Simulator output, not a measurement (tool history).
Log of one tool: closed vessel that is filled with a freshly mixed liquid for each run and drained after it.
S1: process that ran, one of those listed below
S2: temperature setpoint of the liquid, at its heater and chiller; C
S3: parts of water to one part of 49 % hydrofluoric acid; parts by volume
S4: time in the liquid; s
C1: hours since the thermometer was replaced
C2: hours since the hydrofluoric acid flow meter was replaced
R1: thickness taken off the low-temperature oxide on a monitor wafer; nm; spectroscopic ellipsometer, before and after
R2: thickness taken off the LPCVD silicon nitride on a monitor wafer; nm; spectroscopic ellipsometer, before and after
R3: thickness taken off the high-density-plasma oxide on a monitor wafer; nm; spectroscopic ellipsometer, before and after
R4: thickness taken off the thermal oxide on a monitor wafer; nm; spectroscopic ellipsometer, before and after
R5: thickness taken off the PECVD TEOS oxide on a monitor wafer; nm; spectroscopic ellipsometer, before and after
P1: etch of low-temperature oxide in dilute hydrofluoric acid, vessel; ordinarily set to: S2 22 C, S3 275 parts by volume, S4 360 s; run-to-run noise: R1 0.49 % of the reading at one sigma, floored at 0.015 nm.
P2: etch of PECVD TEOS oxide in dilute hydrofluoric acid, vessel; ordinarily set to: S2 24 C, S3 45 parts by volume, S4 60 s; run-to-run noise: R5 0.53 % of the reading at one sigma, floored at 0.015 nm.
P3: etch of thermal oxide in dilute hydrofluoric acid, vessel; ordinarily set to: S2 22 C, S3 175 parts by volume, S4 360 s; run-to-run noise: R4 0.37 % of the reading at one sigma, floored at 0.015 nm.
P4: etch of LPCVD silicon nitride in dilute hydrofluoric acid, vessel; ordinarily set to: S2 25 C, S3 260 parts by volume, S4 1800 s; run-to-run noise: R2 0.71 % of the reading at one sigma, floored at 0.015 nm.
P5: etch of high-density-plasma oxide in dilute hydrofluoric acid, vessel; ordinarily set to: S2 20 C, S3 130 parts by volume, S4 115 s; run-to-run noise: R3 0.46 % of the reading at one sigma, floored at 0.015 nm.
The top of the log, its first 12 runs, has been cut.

run 13 hour=56.5 | S1=P1 S2=22 S3=275 S4=70 | C1=875.6 C2=258.2 | R1=3.3425
run 14 hour=60.9 | S1=P2 S2=24 S3=80 S4=60 | C1=880.0 C2=262.6 | R5=15.940
run 15 hour=65.6 | S1=P1 S2=22 S3=275 S4=360 | C1=884.7 C2=267.3 | R1=17.1170
run 16 hour=68.7 | S1=P4 S2=29 S3=260 S4=1800 | C1=887.8 C2=270.4 | R2=4.7315
run 17 hour=72.9 | S1=P3 S2=22 S3=175 S4=360 | C1=892.0 C2=274.6 | R4=8.6771
run 18 hour=75.9 | S1=P1 S2=22 S3=275 S4=360 | C1=895.0 C2=277.6 | R1=17.1440
run 19 hour=79.9 | S1=P2 S2=24 S3=45 S4=60 | C1=899.0 C2=281.6 | R5=29.430
run 20 hour=82.7 | S1=P2 S2=32 S3=45 S4=60 | C1=901.8 C2=284.4 | R5=40.438
run 21 hour=86.7 | S1=P2 S2=24 S3=45 S4=30 | C1=905.8 C2=288.4 | R5=14.705

Expected results for the next run?
run 22 hour=90.0 | S1=P1 S2=22 S3=275 S4=360 | C1=909.1 C2=291.7 | R1=?

R1: 17.1900 nm

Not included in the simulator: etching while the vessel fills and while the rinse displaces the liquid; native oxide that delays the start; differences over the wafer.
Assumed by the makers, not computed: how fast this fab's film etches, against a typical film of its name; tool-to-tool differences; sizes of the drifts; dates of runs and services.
